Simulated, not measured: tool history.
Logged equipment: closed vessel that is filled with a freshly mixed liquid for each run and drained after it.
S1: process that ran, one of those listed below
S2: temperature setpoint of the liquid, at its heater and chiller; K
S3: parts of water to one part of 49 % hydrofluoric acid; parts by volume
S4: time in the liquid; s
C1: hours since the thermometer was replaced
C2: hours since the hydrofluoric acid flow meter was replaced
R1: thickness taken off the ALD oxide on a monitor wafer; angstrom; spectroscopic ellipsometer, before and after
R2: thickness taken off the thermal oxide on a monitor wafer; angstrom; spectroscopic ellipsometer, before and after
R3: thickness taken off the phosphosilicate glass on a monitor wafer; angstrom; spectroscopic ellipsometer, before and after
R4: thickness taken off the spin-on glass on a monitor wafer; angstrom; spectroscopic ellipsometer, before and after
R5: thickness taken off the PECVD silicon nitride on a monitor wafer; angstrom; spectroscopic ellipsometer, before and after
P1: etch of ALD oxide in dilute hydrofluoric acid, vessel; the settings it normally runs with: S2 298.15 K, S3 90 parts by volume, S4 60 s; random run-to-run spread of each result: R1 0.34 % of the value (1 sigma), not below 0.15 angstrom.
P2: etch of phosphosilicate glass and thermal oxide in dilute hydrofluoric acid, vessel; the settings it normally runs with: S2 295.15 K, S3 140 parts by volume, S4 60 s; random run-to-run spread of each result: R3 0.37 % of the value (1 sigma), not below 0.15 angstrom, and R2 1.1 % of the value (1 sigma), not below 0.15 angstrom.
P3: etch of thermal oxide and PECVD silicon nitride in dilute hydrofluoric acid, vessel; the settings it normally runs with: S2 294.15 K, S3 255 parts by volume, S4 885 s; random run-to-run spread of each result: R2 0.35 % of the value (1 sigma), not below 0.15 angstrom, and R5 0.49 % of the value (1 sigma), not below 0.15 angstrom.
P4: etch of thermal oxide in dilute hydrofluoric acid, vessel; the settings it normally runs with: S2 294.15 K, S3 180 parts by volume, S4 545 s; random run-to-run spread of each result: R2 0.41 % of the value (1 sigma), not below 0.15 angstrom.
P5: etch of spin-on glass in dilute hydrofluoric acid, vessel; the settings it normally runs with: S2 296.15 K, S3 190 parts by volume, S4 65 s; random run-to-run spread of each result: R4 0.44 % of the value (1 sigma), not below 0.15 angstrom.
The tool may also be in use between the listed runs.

run,hour,S1,S2,S3,S4,C1,C2,R1,R2,R3,R4,R5
1,10.7,P1,298.15,90,60,290.6,510.2,187.3,,,,
2,22.6,P4,294.15,80,545,302.5,522.1,,290.3,,,
3,30.1,P4,294.15,180,185,310,529.6,,39.668,,,
4,37.7,P1,298.15,160,30,317.6,537.2,48.376,,,,
5,49.3,P4,290.15,180,545,329.2,548.8,,99.454,,,
6,62.5,P1,298.15,90,60,342.4,562,188.08,,,,
7,68.6,P4,294.15,180,545,348.5,568.1,,116.64,,,
8,74.5,P1,298.15,90,110,354.4,574,344.03,,,,
9,82.2,P1,298.15,90,60,362.1,581.7,187.67,,,,
10,92.8,P1,293.65,90,60,372.7,592.3,156.08,,,,
11,103.1,P2,290.15,140,60,383,602.6,,15.625,438.11,,
12,113.4,P2,295.15,210,60,393.3,612.9,,11.669,331.67,,
13,120.7,P1,298.15,90,30,400.6,620.2,94.214,,,,
14,132.9,P2,295.15,140,60,412.8,632.4,,19.481,539.09,,
15,141.2,P5,290.15,190,65,421.1,640.7,,,,111.46,
16,147.7,P1,292.65,130,60,427.6,647.2,99.976,,,,
17,157,P1,298.15,150,60,436.9,656.5,104.4,,,,
18,163.3,P1,303.15,90,60,443.2,662.8,226.9,,,,
19,169.5,P5,296.15,115,65,449.4,669,,,,251.71,
20,179.9,P1,298.15,45,60,459.8,679.4,397.31,,,,

Estimate the outcome of run 21 from the log above:
21,192.1,P3,294.15,390,885,472,691.6,,?,,,?

Run 21 came out at R2 68.947 angstrom, R5 80.553 angstrom.
